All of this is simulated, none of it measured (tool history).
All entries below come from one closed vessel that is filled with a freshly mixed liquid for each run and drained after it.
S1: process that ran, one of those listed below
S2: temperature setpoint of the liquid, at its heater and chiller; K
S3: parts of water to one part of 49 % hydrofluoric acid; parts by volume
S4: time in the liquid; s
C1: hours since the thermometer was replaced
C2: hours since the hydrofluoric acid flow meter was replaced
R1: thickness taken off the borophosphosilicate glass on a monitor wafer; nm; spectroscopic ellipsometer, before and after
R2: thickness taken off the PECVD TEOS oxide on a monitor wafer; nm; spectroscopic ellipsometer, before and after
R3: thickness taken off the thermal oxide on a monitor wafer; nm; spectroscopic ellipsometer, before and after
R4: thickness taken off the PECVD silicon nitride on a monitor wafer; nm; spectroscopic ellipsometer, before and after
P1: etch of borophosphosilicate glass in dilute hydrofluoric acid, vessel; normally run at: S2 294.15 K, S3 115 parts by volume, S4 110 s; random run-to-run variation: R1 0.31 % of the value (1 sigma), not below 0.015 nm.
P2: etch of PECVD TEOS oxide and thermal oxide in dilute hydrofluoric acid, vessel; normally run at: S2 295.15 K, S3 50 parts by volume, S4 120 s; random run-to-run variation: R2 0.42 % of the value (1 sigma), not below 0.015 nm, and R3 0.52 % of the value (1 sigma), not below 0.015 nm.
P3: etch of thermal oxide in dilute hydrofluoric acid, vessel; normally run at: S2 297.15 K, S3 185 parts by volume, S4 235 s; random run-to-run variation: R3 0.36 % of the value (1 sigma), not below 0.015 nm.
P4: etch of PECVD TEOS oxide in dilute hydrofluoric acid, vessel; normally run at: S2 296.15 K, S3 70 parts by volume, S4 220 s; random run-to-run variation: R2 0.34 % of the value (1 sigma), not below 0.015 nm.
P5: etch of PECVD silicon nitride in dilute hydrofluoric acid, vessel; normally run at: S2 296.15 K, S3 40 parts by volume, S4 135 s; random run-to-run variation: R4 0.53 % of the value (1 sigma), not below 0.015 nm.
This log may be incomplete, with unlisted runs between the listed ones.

{"run": 1, "day": 0.112, "S1": "P1", "S2": 294.15, "S3": 115, "S4": 110, "C1": 178.1, "C2": 97.9, "R1": 53.289}
{"run": 2, "day": 0.204, "S1": "P2", "S2": 295.15, "S3": 50, "S4": 120, "C1": 180.3, "C2": 100.1, "R2": 38.478, "R3": 10.864}
{"run": 3, "day": 0.317, "S1": "P5", "S2": 290.15, "S3": 40, "S4": 135, "C1": 183, "C2": 102.8, "R4": 3.7228}
{"run": 4, "day": 0.408, "S1": "P4", "S2": 296.15, "S3": 70, "S4": 220, "C1": 185.2, "C2": 105, "R2": 26.223}
{"run": 5, "day": 0.521, "S1": "P1", "S2": 290.15, "S3": 115, "S4": 110, "C1": 187.9, "C2": 107.7, "R1": 45.219}
{"run": 6, "day": 0.65, "S1": "P5", "S2": 296.15, "S3": 40, "S4": 135, "C1": 191, "C2": 110.8, "R4": 5.5804}
{"day": 0.721, "done": "hydrofluoric acid flow meter replaced"}
{"run": 7, "day": 0.783, "S1": "P1", "S2": 294.15, "S3": 215, "S4": 110, "C1": 194.2, "C2": 1.5, "R1": 25.734}
{"run": 8, "day": 0.929, "S1": "P4", "S2": 296.15, "S3": 70, "S4": 45, "C1": 197.7, "C2": 5, "R2": 5.3675}
{"run": 9, "day": 1.033, "S1": "P4", "S2": 292.15, "S3": 70, "S4": 220, "C1": 200.2, "C2": 7.5, "R2": 22.254}
{"run": 10, "day": 1.146, "S1": "P1", "S2": 294.15, "S3": 115, "S4": 110, "C1": 202.9, "C2": 10.2, "R1": 53.384}
{"run": 11, "day": 1.333, "S1": "P2", "S2": 295.15, "S3": 50, "S4": 120, "C1": 207.4, "C2": 14.7, "R2": 38.702, "R3": 10.953}
{"run": 12, "day": 1.492, "S1": "P1", "S2": 294.15, "S3": 115, "S4": 110, "C1": 211.2, "C2": 18.5, "R1": 53.276}
{"run": 13, "day": 1.658, "S1": "P1", "S2": 294.15, "S3": 115, "S4": 45, "C1": 215.2, "C2": 22.5, "R1": 21.85}
{"run": 14, "day": 1.838, "S1": "P2", "S2": 300.15, "S3": 50, "S4": 120, "C1": 219.5, "C2": 26.8, "R2": 46.904, "R3": 13.261}
{"run": 15, "day": 2.008, "S1": "P1", "S2": 294.15, "S3": 115, "S4": 110, "C1": 223.6, "C2": 30.9, "R1": 53.654}
{"run": 16, "day": 2.204, "S1": "P3", "S2": 297.15, "S3": 185, "S4": 235, "C1": 228.3, "C2": 35.6, "R3": 5.5684}
{"run": 17, "day": 2.392, "S1": "P5", "S2": 296.15, "S3": 40, "S4": 215, "C1": 232.8, "C2": 40.1, "R4": 9.0942}
{"run": 18, "day": 2.5, "S1": "P1", "S2": 290.65, "S3": 115, "S4": 175, "C1": 235.4, "C2": 42.7, "R1": 73.601}
{"run": 19, "day": 2.583, "S1": "P2", "S2": 295.15, "S3": 85, "S4": 120, "C1": 237.4, "C2": 44.7, "R2": 21.627, "R3": 6.1799}
{"run": 20, "day": 2.758, "S1": "P5", "S2": 296.15, "S3": 20, "S4": 135, "C1": 241.6, "C2": 48.9, "R4": 11.077}
{"run": 21, "day": 2.917, "S1": "P3", "S2": 290.15, "S3": 185, "S4": 235, "C1": 245.4, "C2": 52.7, "R3": 4.2705}
{"run": 22, "day": 3.096, "S1": "P3", "S2": 297.15, "S3": 275, "S4": 235, "C1": 249.7, "C2": 57, "R3": 3.4016}
{"run": 23, "day": 3.208, "S1": "P1", "S2": 301.65, "S3": 115, "S4": 110, "C1": 252.4, "C2": 59.7, "R1": 71.485}
{"run": 24, "day": 3.367, "S1": "P1", "S2": 294.15, "S3": 115, "S4": 205, "C1": 256.2, "C2": 63.5, "R1": 99.183}
{"run": 25, "day": 3.529, "S1": "P2", "S2": 295.15, "S3": 50, "S4": 30, "C1": 260.1, "C2": 67.4, "R2": 9.6297, "R3": 2.742}
{"run": 26, "day": 3.696, "S1": "P4", "S2": 296.15, "S3": 40, "S4": 220, "C1": 264.1, "C2": 71.4, "R2": 48.199}
{"run": 27, "day": 3.812, "S1": "P3", "S2": 297.15, "S3": 185, "S4": 30, "C1": 266.9, "C2": 74.2, "R3": 0.72189}
{"run": 28, "day": 3.992, "S1": "P1", "S2": 294.15, "S3": 60, "S4": 110, "C1": 271.2, "C2": 78.5, "R1": 108.92}
{"run": 29, "day": 4.121, "S1": "P1", "S2": 294.15, "S3": 115, "S4": 110, "C1": 274.3, "C2": 81.6, "R1": 53.611}
{"run": 30, "day": 4.233, "S1": "P1", "S2": 301.15, "S3": 115, "S4": 55, "C1": 277, "C2": 84.3, "R1": 35.173}
{"run": 31, "day": 4.354, "S1": "P1", "S2": 300.65, "S3": 115, "S4": 205, "C1": 279.9, "C2": 87.2, "R1": 127.96}
{"run": 32, "day": 4.55, "S1": "P1", "S2": 294.15, "S3": 115, "S4": 110, "C1": 284.6, "C2": 91.9, "R1": 53.331}
{"run": 33, "day": 4.692, "S1": "P1", "S2": 294.15, "S3": 115, "S4": 110, "C1": 288, "C2": 95.3, "R1": 52.501}
{"run": 34, "day": 4.812, "S1": "P1", "S2": 294.15, "S3": 115, "S4": 110, "C1": 290.9, "C2": 98.2, "R1": 51.7}
{"run": 35, "day": 4.971, "S1": "P1", "S2": 294.15, "S3": 115, "S4": 110, "C1": 294.7, "C2": 102, "R1": 51.229}
{"run": 36, "day": 5.15, "S1": "P1", "S2": 294.15, "S3": 115, "S4": 110, "C1": 299, "C2": 106.3, "R1": 50.437}
{"run": 37, "day": 5.304, "S1": "P1", "S2": 294.15, "S3": 115, "S4": 110, "C1": 302.7, "C2": 110, "R1": 50.508}
{"run": 38, "day": 5.462, "S1": "P1", "S2": 294.15, "S3": 115, "S4": 110, "C1": 306.5, "C2": 113.8, "R1": 50.738}
{"run": 39, "day": 5.558, "S1": "P1", "S2": 294.15, "S3": 115, "S4": 110, "C1": 308.8, "C2": 116.1, "R1": 50.323}
{"run": 40, "day": 5.75, "S1": "P1", "S2": 294.15, "S3": 115, "S4": 110, "C1": 313.4, "C2": 120.7, "R1": 50.338}
{"run": 41, "day": 5.929, "S1": "P1", "S2": 294.15, "S3": 115, "S4": 110, "C1": 317.7, "C2": 125, "R1": 50.271}

P1 no longer gives what it gave before; its output has crept away from where it was. The following 2 causes, each at its listed size, fit the log equally well:
A: liquid colder than its thermometer reads (K) = 1.47
B: hydrofluoric acid flow below the setpoint (%) = 5.13
The creep began at about day 4.55.

Which of the 4 check runs listed below separates the causes, so that each cause would produce a clearly different result? Each run uses one wafer, and its results are marked with question marks.
{"run": "check 1", "day": 6.108, "S1": "P3", "S2": 290.15, "S3": 185, "S4": 30, "R3": "?"}
{"run": "check 2", "day": 6.108, "S1": "P4", "S2": 296.15, "S3": 70, "S4": 130, "R2": "?"}
{"run": "check 3", "day": 6.108, "S1": "P5", "S2": 290.65, "S3": 40, "S4": 200, "R4": "?"}
{"run": "check 4", "day": 6.108, "S1": "P2", "S2": 295.15, "S3": 50, "S4": 50, "R2": "?", "R3": "?"}

Outcome of each check run for each possible cause:
check=check_1 result=R3 if_A=0.51022 if_B=0.50903
check=check_2 result=R2 if_A=14.655 if_B=14.698
check=check_3 result=R4 if_A=5.1478 if_B=5.4346
check=check_4 result=R2 if_A=15.067 if_B=15.155
check=check_4 result=R3 if_A=4.2822 if_B=4.3072
Minimum pairwise separation of causes per check, each pair taken at its best-separating result: check 1 0.23 %; check 2 0.3 %; check 3 5.42 %; check 4 0.58 %
Check 3 distinguishes between the causes, while the remaining checks would return nearly the same result for all of them.

Check 3 was then run and gave: R4 5.1681 nm. Which cause is it?

The cause is A: liquid colder than its thermometer reads (K).
